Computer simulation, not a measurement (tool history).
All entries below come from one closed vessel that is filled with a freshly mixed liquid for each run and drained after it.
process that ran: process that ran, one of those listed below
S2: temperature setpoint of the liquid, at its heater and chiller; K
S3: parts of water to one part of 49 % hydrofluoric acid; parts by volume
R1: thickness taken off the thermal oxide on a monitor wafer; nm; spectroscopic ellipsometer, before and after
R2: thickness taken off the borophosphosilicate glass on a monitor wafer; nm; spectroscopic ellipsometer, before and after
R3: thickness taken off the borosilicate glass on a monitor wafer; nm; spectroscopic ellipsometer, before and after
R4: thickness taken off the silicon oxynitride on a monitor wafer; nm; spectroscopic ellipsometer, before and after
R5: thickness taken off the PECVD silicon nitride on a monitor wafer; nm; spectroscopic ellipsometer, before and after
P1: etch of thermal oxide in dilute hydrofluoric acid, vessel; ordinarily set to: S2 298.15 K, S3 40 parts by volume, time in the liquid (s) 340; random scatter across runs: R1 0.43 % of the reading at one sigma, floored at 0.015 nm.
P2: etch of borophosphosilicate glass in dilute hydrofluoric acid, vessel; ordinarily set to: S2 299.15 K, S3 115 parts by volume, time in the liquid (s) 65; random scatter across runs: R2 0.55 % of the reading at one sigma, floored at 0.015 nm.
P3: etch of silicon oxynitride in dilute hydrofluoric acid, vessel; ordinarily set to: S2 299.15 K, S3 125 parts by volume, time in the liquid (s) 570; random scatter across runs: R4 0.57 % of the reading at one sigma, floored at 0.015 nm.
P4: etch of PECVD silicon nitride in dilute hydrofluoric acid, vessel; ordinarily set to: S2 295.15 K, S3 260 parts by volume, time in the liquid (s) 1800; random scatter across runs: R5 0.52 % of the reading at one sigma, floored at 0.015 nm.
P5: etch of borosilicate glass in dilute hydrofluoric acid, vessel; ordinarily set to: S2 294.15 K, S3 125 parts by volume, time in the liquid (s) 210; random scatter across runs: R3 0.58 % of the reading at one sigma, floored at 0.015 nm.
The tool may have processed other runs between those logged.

Run 1, hour 4.2: process that ran P1, S2 298.15 K, S3 40 parts by volume, time in the liquid (s) 340. Result: R1 44.229 nm.
Run 2, hour 9.9: process that ran P1, S2 298.15 K, S3 40 parts by volume, time in the liquid (s) 340. Result: R1 44.189 nm.
Run 3, hour 13.3: process that ran P2, S2 304.65 K, S3 115 parts by volume, time in the liquid (s) 65. Result: R2 28.096 nm.
Run 4, hour 17.5: process that ran P5, S2 294.15 K, S3 125 parts by volume, time in the liquid (s) 360. Result: R3 73.201 nm.
Run 5, hour 24.5: process that ran P1, S2 298.15 K, S3 40 parts by volume, time in the liquid (s) 340. Result: R1 44.064 nm.
Run 6, hour 30.1: process that ran P3, S2 299.15 K, S3 125 parts by volume, time in the liquid (s) 570. Result: R4 21.5370 nm.
Run 7, hour 37.9: process that ran P4, S2 295.15 K, S3 260 parts by volume, time in the liquid (s) 250. Result: R5 1.8854 nm.
Run 8, hour 41.8: process that ran P1, S2 298.15 K, S3 40 parts by volume, time in the liquid (s) 535. Result: R1 69.704 nm.
Run 9, hour 48.0: process that ran P4, S2 295.15 K, S3 475 parts by volume, time in the liquid (s) 1800. Result: R5 7.5025 nm.
Run 10, hour 51.9: process that ran P2, S2 299.15 K, S3 25 parts by volume, time in the liquid (s) 65. Result: R2 120.480 nm.
Run 11, hour 58.1: process that ran P1, S2 298.15 K, S3 40 parts by volume, time in the liquid (s) 340. Result: R1 44.481 nm.
Run 12, hour 63.9: process that ran P4, S2 295.15 K, S3 260 parts by volume, time in the liquid (s) 1800. Result: R5 13.5990 nm.
Run 13, hour 68.3: process that ran P3, S2 293.15 K, S3 125 parts by volume, time in the liquid (s) 570. Result: R4 16.4270 nm.
Run 14, hour 74.6: process that ran P1, S2 298.15 K, S3 20 parts by volume, time in the liquid (s) 340. Result: R1 90.995 nm.
Run 15, hour 79.9: process that ran P1, S2 302.65 K, S3 60 parts by volume, time in the liquid (s) 340. Result: R1 34.306 nm.
Run 16, hour 86.6: process that ran P1, S2 298.15 K, S3 40 parts by volume, time in the liquid (s) 340. Result: R1 44.509 nm.
Run 17, hour 90.3: process that ran P1, S2 290.15 K, S3 40 parts by volume, time in the liquid (s) 340. Result: R1 31.578 nm.
Run 18, hour 98.1: process that ran P1, S2 298.15 K, S3 60 parts by volume, time in the liquid (s) 340. Result: R1 28.868 nm.
Run 19, hour 105.9: process that ran P1, S2 298.15 K, S3 40 parts by volume, time in the liquid (s) 150. Result: R1 19.798 nm.
Run 20, hour 109.4: process that ran P4, S2 295.15 K, S3 260 parts by volume, time in the liquid (s) 1800. Result: R5 13.7280 nm.
Run 21, hour 114.9: process that ran P1, S2 298.15 K, S3 20 parts by volume, time in the liquid (s) 635. Result: R1 170.800 nm.
Run 22, hour 118.5: process that ran P4, S2 290.15 K, S3 260 parts by volume, time in the liquid (s) 1800. Result: R5 9.9767 nm.
Run 23, hour 124.1: process that ran P2, S2 299.15 K, S3 115 parts by volume, time in the liquid (s) 110. Result: R2 39.161 nm.
Run 24, hour 129.6: process that ran P1, S2 304.65 K, S3 40 parts by volume, time in the liquid (s) 340. Result: R1 57.113 nm.
Run 25, hour 137.4: process that ran P5, S2 294.15 K, S3 50 parts by volume, time in the liquid (s) 210. Result: R3 116.660 nm.
Run 26, hour 144.0: process that ran P5, S2 290.15 K, S3 125 parts by volume, time in the liquid (s) 210. Result: R3 36.330 nm.
Run 27, hour 148.3: process that ran P3, S2 299.15 K, S3 125 parts by volume, time in the liquid (s) 110. Result: R4 4.2459 nm.
Run 28, hour 155.3: process that ran P5, S2 294.15 K, S3 125 parts by volume, time in the liquid (s) 210. Result: R3 43.079 nm.
Run 29, hour 159.3: process that ran P2, S2 299.15 K, S3 115 parts by volume, time in the liquid (s) 65. Result: R2 22.676 nm.
Run 30, hour 165.6: process that ran P3, S2 299.15 K, S3 215 parts by volume, time in the liquid (s) 570. Result: R4 11.8390 nm.
Run 31, hour 169.3: process that ran P1, S2 298.15 K, S3 40 parts by volume, time in the liquid (s) 340. Result: R1 44.140 nm.
Run 32, hour 174.1: process that ran P1, S2 298.15 K, S3 40 parts by volume, time in the liquid (s) 340. Result: R1 44.260 nm.
Run 33, hour 181.8: process that ran P1, S2 298.15 K, S3 40 parts by volume, time in the liquid (s) 340. Result: R1 46.507 nm.
Run 34, hour 185.9: process that ran P1, S2 298.15 K, S3 40 parts by volume, time in the liquid (s) 340. Result: R1 47.171 nm.
Run 35, hour 191.9: process that ran P1, S2 298.15 K, S3 40 parts by volume, time in the liquid (s) 340. Result: R1 47.896 nm.
Run 36, hour 197.2: process that ran P1, S2 298.15 K, S3 40 parts by volume, time in the liquid (s) 340. Result: R1 47.859 nm.
Run 37, hour 201.6: process that ran P1, S2 298.15 K, S3 40 parts by volume, time in the liquid (s) 340. Result: R1 48.295 nm.
Run 38, hour 208.1: process that ran P1, S2 298.15 K, S3 40 parts by volume, time in the liquid (s) 340. Result: R1 48.188 nm.
Run 39, hour 212.7: process that ran P1, S2 298.15 K, S3 40 parts by volume, time in the liquid (s) 340. Result: R1 48.275 nm.

The log shows P1 creeping away from where it was. Any of the 2 causes listed here, at the size stated for it, fits the log just as well as the others:
A: hydrofluoric acid flow above the setpoint (%) = 8.45
B: liquid hotter than its thermometer reads (K) = 2.09
The drift started at roughly hour 174.1.

Consider the 4 single-wafer check runs listed below, results given as question marks: which one distinguishes between the causes by giving clearly different results for each?
Run check 1, hour 217.3: process that ran P4, S2 290.15 K, S3 260 parts by volume, time in the liquid (s) 1800. Result: R5 ?.
Run check 2, hour 217.3: process that ran P2, S2 299.15 K, S3 30 parts by volume, time in the liquid (s) 65. Result: R2 ?.
Run check 3, hour 217.3: process that ran P5, S2 294.15 K, S3 125 parts by volume, time in the liquid (s) 335. Result: R3 ?.
Run check 4, hour 217.3: process that ran P3, S2 299.15 K, S3 205 parts by volume, time in the liquid (s) 155. Result: R4 ?.

Check results expected under each cause:
  check  result     if A     if B
check 1      R5  10.6730  11.3290
check 2      R2  107.040  107.140
check 3      R3   75.226   74.546
check 4      R4   3.7171   3.7029
Gap, in per cent, between the two causes that each check separates least, read from the result that separates them most: check 1 5.97 %; check 2 0.1 %; check 3 0.91 %; check 4 0.38 %
Only check 1 tells the causes apart: in the others they would give nearly the same result.

Check 1 was carried out, with these results: R5 11.3640 nm. Which of the listed causes is responsible?

The correct cause is B, namely: liquid hotter than its thermometer reads (K).
